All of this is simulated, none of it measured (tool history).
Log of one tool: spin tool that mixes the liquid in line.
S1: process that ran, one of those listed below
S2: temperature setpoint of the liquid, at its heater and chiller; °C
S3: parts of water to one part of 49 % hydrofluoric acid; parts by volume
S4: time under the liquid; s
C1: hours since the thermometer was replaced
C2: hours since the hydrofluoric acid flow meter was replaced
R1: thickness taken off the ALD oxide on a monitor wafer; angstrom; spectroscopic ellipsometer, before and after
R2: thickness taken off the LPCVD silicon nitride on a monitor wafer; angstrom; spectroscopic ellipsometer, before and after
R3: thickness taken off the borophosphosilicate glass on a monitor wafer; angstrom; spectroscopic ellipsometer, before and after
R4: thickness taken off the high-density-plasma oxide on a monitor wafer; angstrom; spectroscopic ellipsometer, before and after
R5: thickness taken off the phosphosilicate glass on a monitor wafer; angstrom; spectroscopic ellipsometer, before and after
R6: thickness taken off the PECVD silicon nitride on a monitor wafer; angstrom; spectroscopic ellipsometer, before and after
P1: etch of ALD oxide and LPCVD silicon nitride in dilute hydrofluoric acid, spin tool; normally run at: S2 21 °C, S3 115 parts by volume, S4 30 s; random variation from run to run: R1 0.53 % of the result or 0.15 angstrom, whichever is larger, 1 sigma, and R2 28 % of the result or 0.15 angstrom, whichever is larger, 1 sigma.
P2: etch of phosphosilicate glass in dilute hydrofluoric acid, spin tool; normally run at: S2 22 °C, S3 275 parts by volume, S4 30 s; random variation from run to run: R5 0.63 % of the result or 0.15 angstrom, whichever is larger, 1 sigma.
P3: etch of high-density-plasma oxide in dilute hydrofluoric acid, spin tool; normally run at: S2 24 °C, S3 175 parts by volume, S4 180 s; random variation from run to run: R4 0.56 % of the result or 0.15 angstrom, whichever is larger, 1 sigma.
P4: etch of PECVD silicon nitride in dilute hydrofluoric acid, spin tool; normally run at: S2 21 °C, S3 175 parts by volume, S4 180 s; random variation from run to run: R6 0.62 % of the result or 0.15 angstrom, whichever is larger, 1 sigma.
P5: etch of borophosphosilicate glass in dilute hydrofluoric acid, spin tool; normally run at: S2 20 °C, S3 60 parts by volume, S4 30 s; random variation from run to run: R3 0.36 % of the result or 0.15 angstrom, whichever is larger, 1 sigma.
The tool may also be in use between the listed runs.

run 1 hour=7.9 | S1=P1 S2=21 S3=115 S4=30 | C1=1654.6 C2=616 | R1=50.612 R2=1.0725
run 2 hour=14.1 | S1=P5 S2=20 S3=60 S4=15 | C1=1660.8 C2=622.2 | R3=166.55
run 3 hour=24 | S1=P1 S2=21 S3=115 S4=30 | C1=1670.7 C2=632.1 | R1=50.329 R2=0.91226
run 4 hour=37.5 | S1=P1 S2=21 S3=115 S4=55 | C1=1684.2 C2=645.6 | R1=92.403 R2=1.8958
run 5 hour=46.1 | S1=P5 S2=20 S3=60 S4=30 | C1=1692.8 C2=654.2 | R3=332.57
run 6 hour=55.3 | S1=P3 S2=24 S3=175 S4=180 | C1=1702 C2=663.4 | R4=57.23
run 7 hour=66 | S1=P2 S2=22 S3=275 S4=30 | C1=1712.7 C2=674.1 | R5=51.916
run 8 hour=76.8 | S1=P1 S2=27 S3=115 S4=30 | C1=1723.5 C2=684.9 | R1=64.455 R2=1.4403
run 9 hour=89.3 | S1=P2 S2=22 S3=275 S4=55 | C1=1736 C2=697.4 | R5=93.952
run 10 hour=99.1 | S1=P4 S2=21 S3=275 S4=180 | C1=1745.8 C2=707.2 | R6=32.258
run 11 hour=112 | S1=P5 S2=20 S3=85 S4=30 | C1=1758.7 C2=720.1 | R3=227.79
run 12 hour=122.9 | S1=P3 S2=24 S3=175 S4=180 | C1=1769.6 C2=731 | R4=57.452
run 13 hour=132.2 | S1=P1 S2=21 S3=115 S4=30 | C1=1778.9 C2=740.3 | R1=50.749 R2=1.4272
run 14 hour=144.5 | S1=P1 S2=17 S3=115 S4=30 | C1=1791.2 C2=752.6 | R1=42.586 R2=0.67978
run 15 hour=151.9 | S1=P1 S2=21 S3=115 S4=15 | C1=1798.6 C2=760 | R1=25.076 R2=0.50603
run 16 hour=163.7 | S1=P4 S2=21 S3=175 S4=180 | C1=1810.4 C2=771.8 | R6=50.239
run 17 hour=176.1 | S1=P2 S2=22 S3=275 S4=30 | C1=1822.8 C2=784.2 | R5=51.183
run 18 hour=185.6 | S1=P3 S2=17.5 S3=175 S4=180 | C1=1832.3 C2=793.7 | R4=44.275
run 19 hour=196.7 | S1=P4 S2=21 S3=175 S4=335 | C1=1843.4 C2=804.8 | R6=93.222
run 20 hour=209.3 | S1=P2 S2=22 S3=390 S4=30 | C1=1856 C2=817.4 | R5=32.838
run 21 hour=219.7 | S1=P1 S2=21 S3=55 S4=30 | C1=1866.4 C2=827.8 | R1=112.74 R2=1.6835
run 22 hour=228.6 | S1=P3 S2=24 S3=260 S4=180 | C1=1875.3 C2=836.7 | R4=34.828
run 23 hour=238.3 | S1=P1 S2=21 S3=115 S4=30 | C1=1885 C2=846.4 | R1=50.603 R2=1.2918
run 24 hour=245.3 | S1=P4 S2=17 S3=175 S4=180 | C1=1892 C2=853.4 | R6=37.989
run 25 hour=258.1 | S1=P1 S2=21 S3=170 S4=15 | C1=1904.8 C2=866.2 | R1=15.708 R2=0.36633
run 26 hour=269.2 | S1=P2 S2=17 S3=275 S4=30 | C1=1915.9 C2=877.3 | R5=42.484
run 27 hour=276.4 | S1=P1 S2=21 S3=170 S4=30 | C1=1923.1 C2=884.5 | R1=32.166 R2=0.81747
run 28 hour=284.7 | S1=P3 S2=24 S3=175 S4=15 | C1=1931.4 C2=892.8 | R4=4.599
run 29 hour=294.2 | S1=P1 S2=21 S3=200 S4=50 | C1=1940.9 C2=902.3 | R1=44.227 R2=0.47403
run 30 hour=302.3 | S1=P5 S2=27.5 S3=60 S4=30 | C1=1949 C2=910.4 | R3=449.31
run 31 hour=309.7 | S1=P1 S2=21 S3=115 S4=30 | C1=1956.4 C2=917.8 | R1=50.891 R2=0.44797
run 32 hour=320.1 | S1=P1 S2=21 S3=115 S4=30 | C1=1966.8 C2=928.2 | R1=52.716 R2=1.1612
run 33 hour=329 | S1=P1 S2=21 S3=115 S4=30 | C1=1975.7 C2=937.1 | R1=52.972 R2=0.58784
run 34 hour=339.9 | S1=P1 S2=21 S3=115 S4=30 | C1=1986.6 C2=948 | R1=53.666 R2=0.99147
run 35 hour=346.9 | S1=P1 S2=21 S3=115 S4=30 | C1=1993.6 C2=955 | R1=54.664 R2=1.1507
run 36 hour=359.2 | S1=P1 S2=21 S3=115 S4=30 | C1=2005.9 C2=967.3 | R1=55.085 R2=0.99038
run 37 hour=368.7 | S1=P1 S2=21 S3=115 S4=30 | C1=2015.4 C2=976.8 | R1=55.091 R2=0.98101

What P1 gives has crept away from where it was. These 2 causes fit the log equally well, each at the size given:
A: liquid hotter than its thermometer reads (K) = 2.07
B: hydrofluoric acid flow above the setpoint (%) = 7.59
The creep began at about hour 309.7.

4 check runs are offered, one wafer each, their results left as question marks. Which one tells the causes apart?
run check 1 hour=378.2 | S1=P4 S2=17 S3=175 S4=330 | R6=?
run check 2 hour=378.2 | S1=P5 S2=24 S3=60 S4=30 | R3=?
run check 3 hour=378.2 | S1=P2 S2=17 S3=275 S4=30 | R5=?
run check 4 hour=378.2 | S1=P3 S2=18.5 S3=175 S4=55 | R4=?

What each check would give under each cause:
check=check_1 result=R6 if_A=80.603 if_B=75.221
check=check_2 result=R3 if_A=426.75 if_B=424.56
check=check_3 result=R5 if_A=46.091 if_B=46.62
check=check_4 result=R4 if_A=15.302 if_B=15.36
How far apart the two closest causes lie, in the result that separates them most: check 1 6.91 %; check 2 0.52 %; check 3 1.14 %; check 4 0.38 %
Only check 1 tells the causes apart: in the others they would give nearly the same result.

Then check 1 was run and gave: R6 80.023 angstrom. Which cause is it?

It is A: liquid hotter than its thermometer reads (K).
